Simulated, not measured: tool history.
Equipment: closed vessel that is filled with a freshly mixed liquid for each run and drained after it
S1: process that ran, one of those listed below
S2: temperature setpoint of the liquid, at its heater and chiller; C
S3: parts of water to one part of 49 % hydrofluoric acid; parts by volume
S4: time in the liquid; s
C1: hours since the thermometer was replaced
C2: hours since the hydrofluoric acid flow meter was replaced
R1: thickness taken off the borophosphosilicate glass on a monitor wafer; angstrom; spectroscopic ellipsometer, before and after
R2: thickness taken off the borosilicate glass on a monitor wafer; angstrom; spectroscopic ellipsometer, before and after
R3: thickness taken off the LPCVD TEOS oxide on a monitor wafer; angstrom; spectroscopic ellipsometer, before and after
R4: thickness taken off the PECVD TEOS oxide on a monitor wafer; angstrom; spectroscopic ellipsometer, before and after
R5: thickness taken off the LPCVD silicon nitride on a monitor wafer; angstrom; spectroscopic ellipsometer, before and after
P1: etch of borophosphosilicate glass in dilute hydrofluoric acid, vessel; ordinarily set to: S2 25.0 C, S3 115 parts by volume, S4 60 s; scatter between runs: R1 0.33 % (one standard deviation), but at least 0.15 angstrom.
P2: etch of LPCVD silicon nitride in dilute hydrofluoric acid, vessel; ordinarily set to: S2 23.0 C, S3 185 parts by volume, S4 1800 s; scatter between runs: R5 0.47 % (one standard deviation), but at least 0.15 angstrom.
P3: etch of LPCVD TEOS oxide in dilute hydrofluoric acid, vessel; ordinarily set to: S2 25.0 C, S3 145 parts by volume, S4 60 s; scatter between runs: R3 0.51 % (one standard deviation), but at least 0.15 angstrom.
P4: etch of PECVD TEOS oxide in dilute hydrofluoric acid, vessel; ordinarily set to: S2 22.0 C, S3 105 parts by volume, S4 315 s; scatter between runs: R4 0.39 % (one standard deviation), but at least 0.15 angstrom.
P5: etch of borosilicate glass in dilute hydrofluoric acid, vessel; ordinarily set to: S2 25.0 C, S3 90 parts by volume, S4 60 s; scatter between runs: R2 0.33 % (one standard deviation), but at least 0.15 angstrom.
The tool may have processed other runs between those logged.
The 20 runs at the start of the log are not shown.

run     day  S1    S2   S3    S4      C1     C2      R1       R2       R3       R4      R5
 21  10.929  P5  33.0   90    60  1076.6   65.1          159.070
 22  11.554  P4  27.5  105   315  1091.6   80.1                            557.890
     11.708  -- thermometer replaced
 23  11.921  P2  23.0  185  1800     5.1   88.9                                     45.640
 24  12.558  P2  23.0  185   815    20.4  104.2                                     20.367
 25  13.158  P1  31.5  115    30    34.8  118.6  202.05
 26  13.804  P3  25.0  145    60    50.3  134.1                   155.490
 27  14.217  P3  21.0  145    60    60.2  144.0                   132.180
 28  14.833  P4  22.0  105    70    75.0  158.8                             99.755
 29  15.450  P1  25.0  115    60    89.8  173.6  314.58
 30  15.762  P1  25.0  115    60    97.3  181.1  315.30
 31  16.117  P1  25.0  115   105   105.8  189.6  551.91
 32  16.462  P1  25.0  115    35   114.1  197.9  183.29
 33  16.817  P5  25.0   30    60   122.6  206.4          380.220
 34  17.200  P1  25.0  115    60   131.8  215.6  316.09
 35  17.696  P1  25.0  115    60   143.7  227.5  329.02
 36  18.333  P1  25.0  115    60   159.0  242.8  337.99
 37  18.858  P1  25.0  115    60   171.6  255.4  341.95
 38  19.517  P1  25.0  115    60   187.4  271.2  342.88

Run 39, settings as shown, results not yet in. Your forecast:
 39  19.979  P1  25.0  115  60  198.5  282.3   ?

{"run 39": {"R1": 347.78}}
